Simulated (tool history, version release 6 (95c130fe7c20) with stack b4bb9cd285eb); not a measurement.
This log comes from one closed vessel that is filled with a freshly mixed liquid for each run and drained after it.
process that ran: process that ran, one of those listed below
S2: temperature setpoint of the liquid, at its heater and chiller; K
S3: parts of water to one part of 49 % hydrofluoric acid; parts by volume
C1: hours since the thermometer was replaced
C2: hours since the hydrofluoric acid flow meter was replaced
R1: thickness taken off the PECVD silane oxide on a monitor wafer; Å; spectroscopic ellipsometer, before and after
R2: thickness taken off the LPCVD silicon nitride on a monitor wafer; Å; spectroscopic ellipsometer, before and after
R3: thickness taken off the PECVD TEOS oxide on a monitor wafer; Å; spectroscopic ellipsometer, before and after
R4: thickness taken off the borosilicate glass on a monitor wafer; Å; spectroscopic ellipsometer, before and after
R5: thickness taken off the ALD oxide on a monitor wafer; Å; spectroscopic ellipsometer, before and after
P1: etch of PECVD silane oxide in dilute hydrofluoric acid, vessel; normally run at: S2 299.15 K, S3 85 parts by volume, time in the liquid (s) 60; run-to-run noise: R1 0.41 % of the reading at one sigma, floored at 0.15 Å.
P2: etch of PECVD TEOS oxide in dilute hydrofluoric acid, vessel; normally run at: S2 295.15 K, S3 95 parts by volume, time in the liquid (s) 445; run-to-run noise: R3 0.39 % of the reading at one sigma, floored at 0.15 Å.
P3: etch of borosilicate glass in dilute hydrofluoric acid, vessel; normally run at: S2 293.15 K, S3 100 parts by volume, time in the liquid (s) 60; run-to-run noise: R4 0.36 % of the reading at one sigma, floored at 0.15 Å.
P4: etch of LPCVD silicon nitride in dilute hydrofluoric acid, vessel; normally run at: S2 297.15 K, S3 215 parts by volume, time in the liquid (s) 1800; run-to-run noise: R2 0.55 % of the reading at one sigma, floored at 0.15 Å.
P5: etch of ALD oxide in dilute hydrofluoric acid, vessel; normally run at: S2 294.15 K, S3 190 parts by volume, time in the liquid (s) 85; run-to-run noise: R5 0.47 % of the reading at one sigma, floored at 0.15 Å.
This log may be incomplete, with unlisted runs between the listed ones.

Run 1, hour 9.9: process that ran P1, S2 299.15 K, S3 85 parts by volume, time in the liquid (s) 60; C1 730; C2 757.4. Result: R1 364.63 Å.
Run 2, hour 17.9: process that ran P4, S2 297.15 K, S3 215 parts by volume, time in the liquid (s) 1800; C1 738; C2 765.4. Result: R2 46.769 Å.
Run 3, hour 22.9: process that ran P1, S2 299.15 K, S3 85 parts by volume, time in the liquid (s) 60; C1 743; C2 770.4. Result: R1 365.69 Å.
Run 4, hour 33.4: process that ran P2, S2 295.15 K, S3 95 parts by volume, time in the liquid (s) 30; C1 753.5; C2 780.9. Result: R3 27.097 Å.
Run 5, hour 38.3: process that ran P3, S2 293.15 K, S3 160 parts by volume, time in the liquid (s) 60; C1 758.4; C2 785.8. Result: R4 95.029 Å.
Run 6, hour 47.6: process that ran P3, S2 293.15 K, S3 100 parts by volume, time in the liquid (s) 60; C1 767.7; C2 795.1. Result: R4 161.11 Å.
Run 7, hour 56: process that ran P5, S2 294.15 K, S3 190 parts by volume, time in the liquid (s) 85; C1 776.1; C2 803.5. Result: R5 93.241 Å.
Run 8, hour 62.8: process that ran P4, S2 297.15 K, S3 215 parts by volume, time in the liquid (s) 3010; C1 782.9; C2 810.3. Result: R2 78.365 Å.
Run 9, hour 67.6: process that ran P1, S2 299.15 K, S3 115 parts by volume, time in the liquid (s) 85; C1 787.7; C2 815.1. Result: R1 366.41 Å.
Run 10, hour 73.3: process that ran P1, S2 299.15 K, S3 85 parts by volume, time in the liquid (s) 105; C1 793.4; C2 820.8. Result: R1 639.06 Å.
Run 11, hour 79.4: process that ran P1, S2 299.15 K, S3 85 parts by volume, time in the liquid (s) 60; C1 799.5; C2 826.9. Result: R1 364.72 Å.
Run 12, hour 84.7: process that ran P5, S2 290.15 K, S3 190 parts by volume, time in the liquid (s) 85; C1 804.8; C2 832.2. Result: R5 80.199 Å.
Run 13, hour 90.3: process that ran P1, S2 299.15 K, S3 25 parts by volume, time in the liquid (s) 60; C1 810.4; C2 837.8. Result: R1 1342.2 Å.
Run 14, hour 100.6: process that ran P1, S2 299.15 K, S3 85 parts by volume, time in the liquid (s) 60; C1 820.7; C2 848.1. Result: R1 363.63 Å.
Run 15, hour 110.4: process that ran P2, S2 295.15 K, S3 95 parts by volume, time in the liquid (s) 445; C1 830.5; C2 857.9. Result: R3 401.7 Å.
Run 16, hour 120.6: process that ran P3, S2 293.15 K, S3 100 parts by volume, time in the liquid (s) 60; C1 840.7; C2 868.1. Result: R4 161.94 Å.
Run 17, hour 127.5: process that ran P5, S2 294.15 K, S3 50 parts by volume, time in the liquid (s) 85; C1 847.6; C2 875. Result: R5 411.52 Å.
Run 18, hour 132.9: process that ran P1, S2 299.15 K, S3 85 parts by volume, time in the liquid (s) 60; C1 853; C2 880.4. Result: R1 364.71 Å.
Run 19, hour 138.3: process that ran P1, S2 304.65 K, S3 85 parts by volume, time in the liquid (s) 90; C1 858.4; C2 885.8. Result: R1 672.24 Å.
Run 20, hour 147.4: process that ran P1, S2 299.15 K, S3 85 parts by volume, time in the liquid (s) 60; C1 867.5; C2 894.9. Result: R1 364.9 Å.
Run 21, hour 152.8: process that ran P4, S2 297.15 K, S3 295 parts by volume, time in the liquid (s) 1800; C1 872.9; C2 900.3. Result: R2 33.898 Å.
Run 22, hour 158: process that ran P1, S2 302.15 K, S3 55 parts by volume, time in the liquid (s) 60; C1 878.1; C2 905.5. Result: R1 661.26 Å.
Run 23, hour 163.5: process that ran P3, S2 290.15 K, S3 100 parts by volume, time in the liquid (s) 60; C1 883.6; C2 911. Result: R4 143.01 Å.
Run 24, hour 173.2: process that ran P2, S2 295.15 K, S3 145 parts by volume, time in the liquid (s) 445; C1 893.3; C2 920.7. Result: R3 247.29 Å.
Run 25, hour 181.3: process that ran P1, S2 306.15 K, S3 85 parts by volume, time in the liquid (s) 60; C1 901.4; C2 928.8. Result: R1 478.48 Å.
Run 26, hour 188.8: process that ran P1, S2 291.65 K, S3 85 parts by volume, time in the liquid (s) 60; C1 908.9; C2 936.3. Result: R1 268.71 Å.
Run 27, hour 194: process that ran P1, S2 299.15 K, S3 150 parts by volume, time in the liquid (s) 60; C1 914.1; C2 941.5. Result: R1 191.3 Å.
Run 28, hour 202.8: process that ran P5, S2 294.15 K, S3 190 parts by volume, time in the liquid (s) 30; C1 922.9; C2 950.3. Result: R5 32.953 Å.
Run 29, hour 210.2: process that ran P1, S2 299.15 K, S3 85 parts by volume, time in the liquid (s) 35; C1 930.3; C2 957.7. Result: R1 213.59 Å.
Run 30, hour 220.8: process that ran P2, S2 303.15 K, S3 95 parts by volume, time in the liquid (s) 445; C1 940.9; C2 968.3. Result: R3 548.02 Å.
Run 31, hour 230.9: process that ran P3, S2 293.15 K, S3 100 parts by volume, time in the liquid (s) 105; C1 951; C2 978.4. Result: R4 282.33 Å.
Run 32, hour 240.1: process that ran P2, S2 295.15 K, S3 95 parts by volume, time in the liquid (s) 445; C1 960.2; C2 987.6. Result: R3 400.53 Å.
Run 33, hour 247.9: process that ran P4, S2 290.15 K, S3 215 parts by volume, time in the liquid (s) 1800; C1 968; C2 995.4. Result: R2 29.713 Å.
Run 34, hour 257.7: process that ran P1, S2 299.15 K, S3 85 parts by volume, time in the liquid (s) 60; C1 977.8; C2 1005.2. Result: R1 364.51 Å.
Run 35, hour 266.3: process that ran P1, S2 299.15 K, S3 85 parts by volume, time in the liquid (s) 60; C1 986.4; C2 1013.8. Result: R1 361.82 Å.
Run 36, hour 274.3: process that ran P1, S2 299.15 K, S3 85 parts by volume, time in the liquid (s) 60; C1 994.4; C2 1021.8. Result: R1 352.09 Å.
Run 37, hour 281.8: process that ran P1, S2 299.15 K, S3 85 parts by volume, time in the liquid (s) 60; C1 1001.9; C2 1029.3. Result: R1 347.2 Å.
Run 38, hour 290.7: process that ran P1, S2 299.15 K, S3 85 parts by volume, time in the liquid (s) 60; C1 1010.8; C2 1038.2. Result: R1 347.78 Å.

The next listed run, before its measurement:
Run 39, hour 299.6: process that ran P1, S2 299.15 K, S3 85 parts by volume, time in the liquid (s) 60; C1 1019.7; C2 1047.1. Result: R1 ?.

{"run 39": {"R1": 343.64}}
